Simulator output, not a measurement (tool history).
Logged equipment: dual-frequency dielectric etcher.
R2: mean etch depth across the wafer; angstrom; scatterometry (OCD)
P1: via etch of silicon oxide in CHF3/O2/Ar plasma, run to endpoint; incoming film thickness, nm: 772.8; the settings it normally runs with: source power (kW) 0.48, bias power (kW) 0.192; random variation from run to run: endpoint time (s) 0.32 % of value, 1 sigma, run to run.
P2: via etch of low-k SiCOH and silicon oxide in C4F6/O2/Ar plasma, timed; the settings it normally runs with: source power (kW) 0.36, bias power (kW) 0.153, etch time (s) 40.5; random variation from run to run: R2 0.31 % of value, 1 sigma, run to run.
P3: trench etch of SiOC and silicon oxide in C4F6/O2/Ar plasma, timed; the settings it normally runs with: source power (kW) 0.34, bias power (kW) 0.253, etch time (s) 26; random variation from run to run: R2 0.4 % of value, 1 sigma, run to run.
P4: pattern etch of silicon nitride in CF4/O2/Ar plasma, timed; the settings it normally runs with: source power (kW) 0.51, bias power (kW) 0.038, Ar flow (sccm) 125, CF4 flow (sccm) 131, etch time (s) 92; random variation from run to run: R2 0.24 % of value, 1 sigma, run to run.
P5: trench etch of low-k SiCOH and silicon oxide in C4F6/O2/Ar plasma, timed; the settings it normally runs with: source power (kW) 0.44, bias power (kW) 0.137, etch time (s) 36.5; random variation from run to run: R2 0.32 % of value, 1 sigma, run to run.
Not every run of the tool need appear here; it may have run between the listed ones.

{"run": 1, "hour": 14.1, "process that ran": "P1", "source power (kW)": 0.48, "bias power (kW)": 0.192, "endpoint time (s)": 422.57}
{"run": 2, "hour": 27.3, "process that ran": "P3", "source power (kW)": 0.27, "bias power (kW)": 0.253, "etch time (s)": 26, "R2": 466.33}
{"run": 3, "hour": 41.7, "process that ran": "P4", "source power (kW)": 0.51, "bias power (kW)": 0.038, "etch time (s)": 134.5, "Ar flow (sccm)": 125, "CF4 flow (sccm)": 131, "R2": 2360.1}
{"run": 4, "hour": 57.2, "process that ran": "P5", "source power (kW)": 0.44, "bias power (kW)": 0.137, "etch time (s)": 36.5, "R2": 1077.6}
{"run": 5, "hour": 66.0, "process that ran": "P3", "source power (kW)": 0.34, "bias power (kW)": 0.253, "etch time (s)": 26, "R2": 508.35}
{"run": 6, "hour": 74.1, "process that ran": "P4", "source power (kW)": 0.51, "bias power (kW)": 0.038, "etch time (s)": 92, "Ar flow (sccm)": 125, "CF4 flow (sccm)": 176, "R2": 1671.6}
{"run": 7, "hour": 81.1, "process that ran": "P1", "source power (kW)": 0.48, "bias power (kW)": 0.192, "endpoint time (s)": 423.36}
{"hour": 83.8, "done": "wet clean of the chamber"}
{"run": 8, "hour": 96.3, "process that ran": "P1", "source power (kW)": 0.48, "bias power (kW)": 0.26, "endpoint time (s)": 378.17}
{"run": 9, "hour": 110.4, "process that ran": "P5", "source power (kW)": 0.44, "bias power (kW)": 0.102, "etch time (s)": 36.5, "R2": 995.34}
{"run": 10, "hour": 121.9, "process that ran": "P1", "source power (kW)": 0.58, "bias power (kW)": 0.26, "endpoint time (s)": 353.92}
{"run": 11, "hour": 131.0, "process that ran": "P4", "source power (kW)": 0.51, "bias power (kW)": 0.038, "etch time (s)": 92, "Ar flow (sccm)": 76, "CF4 flow (sccm)": 131, "R2": 1715.5}
{"hour": 141.7, "done": "bias power generator calibrated"}
{"run": 12, "hour": 143.7, "process that ran": "P1", "source power (kW)": 0.33, "bias power (kW)": 0.127, "endpoint time (s)": 559.34}
{"run": 13, "hour": 157.1, "process that ran": "P5", "source power (kW)": 0.44, "bias power (kW)": 0.137, "etch time (s)": 36.5, "R2": 1083.4}
{"run": 14, "hour": 166.7, "process that ran": "P1", "source power (kW)": 0.48, "bias power (kW)": 0.192, "endpoint time (s)": 419.94}
{"run": 15, "hour": 175.0, "process that ran": "P2", "source power (kW)": 0.51, "bias power (kW)": 0.153, "etch time (s)": 40.5, "R2": 1022}
{"run": 16, "hour": 186.6, "process that ran": "P1", "source power (kW)": 0.48, "bias power (kW)": 0.192, "endpoint time (s)": 420.81}
{"hour": 187.2, "done": "source power generator calibrated"}
{"run": 17, "hour": 195.3, "process that ran": "P2", "source power (kW)": 0.36, "bias power (kW)": 0.153, "etch time (s)": 40.5, "R2": 896.53}
{"run": 18, "hour": 203.0, "process that ran": "P1", "source power (kW)": 0.35, "bias power (kW)": 0.192, "endpoint time (s)": 475.9}
{"run": 19, "hour": 211.3, "process that ran": "P5", "source power (kW)": 0.61, "bias power (kW)": 0.137, "etch time (s)": 36.5, "R2": 1226.5}
{"run": 20, "hour": 223.3, "process that ran": "P2", "source power (kW)": 0.36, "bias power (kW)": 0.153, "etch time (s)": 40.5, "R2": 895.32}
{"run": 21, "hour": 234.7, "process that ran": "P3", "source power (kW)": 0.34, "bias power (kW)": 0.253, "etch time (s)": 20, "R2": 395.89}
{"run": 22, "hour": 246.4, "process that ran": "P4", "source power (kW)": 0.51, "bias power (kW)": 0.038, "etch time (s)": 92, "Ar flow (sccm)": 125, "CF4 flow (sccm)": 131, "R2": 1611.5}
{"run": 23, "hour": 260.8, "process that ran": "P5", "source power (kW)": 0.44, "bias power (kW)": 0.137, "etch time (s)": 53.5, "R2": 1589}
{"run": 24, "hour": 274.6, "process that ran": "P4", "source power (kW)": 0.4, "bias power (kW)": 0.038, "etch time (s)": 92, "Ar flow (sccm)": 125, "CF4 flow (sccm)": 131, "R2": 1300.2}
{"run": 25, "hour": 282.8, "process that ran": "P1", "source power (kW)": 0.48, "bias power (kW)": 0.123, "endpoint time (s)": 488.69}
{"run": 26, "hour": 292.1, "process that ran": "P4", "source power (kW)": 0.51, "bias power (kW)": 0.047, "etch time (s)": 92, "Ar flow (sccm)": 125, "CF4 flow (sccm)": 131, "R2": 1751.6}
{"run": 27, "hour": 305.8, "process that ran": "P2", "source power (kW)": 0.36, "bias power (kW)": 0.089, "etch time (s)": 40.5, "R2": 765.29}
{"run": 28, "hour": 321.7, "process that ran": "P1", "source power (kW)": 0.48, "bias power (kW)": 0.192, "endpoint time (s)": 421.86}
{"run": 29, "hour": 335.8, "process that ran": "P1", "source power (kW)": 0.57, "bias power (kW)": 0.192, "endpoint time (s)": 393.21}
{"run": 30, "hour": 344.2, "process that ran": "P1", "source power (kW)": 0.48, "bias power (kW)": 0.192, "endpoint time (s)": 419.43}
{"run": 31, "hour": 354.9, "process that ran": "P3", "source power (kW)": 0.34, "bias power (kW)": 0.157, "etch time (s)": 26, "R2": 437.71}
{"run": 32, "hour": 364.4, "process that ran": "P2", "source power (kW)": 0.36, "bias power (kW)": 0.153, "etch time (s)": 29, "R2": 638.09}
{"run": 33, "hour": 380.1, "process that ran": "P1", "source power (kW)": 0.33, "bias power (kW)": 0.136, "endpoint time (s)": 543.66}
{"run": 34, "hour": 390.4, "process that ran": "P1", "source power (kW)": 0.48, "bias power (kW)": 0.192, "endpoint time (s)": 423.27}
{"run": 35, "hour": 399.7, "process that ran": "P1", "source power (kW)": 0.48, "bias power (kW)": 0.192, "endpoint time (s)": 424.07}
{"run": 36, "hour": 415.9, "process that ran": "P1", "source power (kW)": 0.48, "bias power (kW)": 0.192, "endpoint time (s)": 426.92}
{"run": 37, "hour": 429.7, "process that ran": "P1", "source power (kW)": 0.48, "bias power (kW)": 0.192, "endpoint time (s)": 426.63}
{"run": 38, "hour": 436.9, "process that ran": "P1", "source power (kW)": 0.48, "bias power (kW)": 0.192, "endpoint time (s)": 429.27}
{"run": 39, "hour": 447.4, "process that ran": "P1", "source power (kW)": 0.48, "bias power (kW)": 0.192, "endpoint time (s)": 430.1}
{"hour": 451.7, "done": "wet clean of the chamber"}
{"run": 40, "hour": 457.8, "process that ran": "P1", "source power (kW)": 0.48, "bias power (kW)": 0.192, "endpoint time (s)": 427.98}
{"run": 41, "hour": 471.7, "process that ran": "P1", "source power (kW)": 0.48, "bias power (kW)": 0.192, "endpoint time (s)": 426.89}
{"run": 42, "hour": 484.9, "process that ran": "P1", "source power (kW)": 0.48, "bias power (kW)": 0.192, "endpoint time (s)": 427.99}

What P1 gives has crept off from where it sat before. The 2 causes that follow fit the log equally well, each at the size noted:
A: source power that arrives under what is set, % = 4.15
B: bias power that arrives under what is set, % = 4.57
Onset of the creep was near hour 390.4.
Each remaining cause and why it is not a fit:
chamber walls in a state that lowers the etch rate, %: serviced at hour 451.7, after the drift had started, without restoring the earlier output

Of the 4 check runs listed below, each run on one wafer and each result written as a question mark, which would let you distinguish the listed causes because they would give clearly different results?
{"run": "check 1", "hour": 498.1, "process that ran": "P5", "source power (kW)": 0.44, "bias power (kW)": 0.108, "etch time (s)": 36.5, "R2": "?"}
{"run": "check 2", "hour": 498.1, "process that ran": "P3", "source power (kW)": 0.34, "bias power (kW)": 0.16, "etch time (s)": 21.5, "R2": "?"}
{"run": "check 3", "hour": 498.1, "process that ran": "P2", "source power (kW)": 0.5, "bias power (kW)": 0.153, "etch time (s)": 40.5, "R2": "?"}
{"run": "check 4", "hour": 498.1, "process that ran": "P4", "source power (kW)": 0.51, "bias power (kW)": 0.038, "etch time (s)": 133.5, "Ar flow (sccm)": 125, "CF4 flow (sccm)": 131, "R2": "?"}

Outcome of each check run for each possible cause:
check=check_1 result=R2 if_A=996.12 if_B=1000.4
check=check_2 result=R2 if_A=358.56 if_B=359.29
check=check_3 result=R2 if_A=1000.4 if_B=1003.2
check=check_4 result=R2 if_A=2257.6 if_B=2305.6
Separation of the two closest causes in each check, using whichever result separates them best: check 1 0.42 %; check 2 0.2 %; check 3 0.28 %; check 4 2.1 %
Only check 4 tells the causes apart: in the others they would give nearly the same result.

Check 4 has now been run. It gave: R2 2313.8 angstrom. Which of the candidate causes is it?

It was cause B: bias power that arrives under what is set, %.
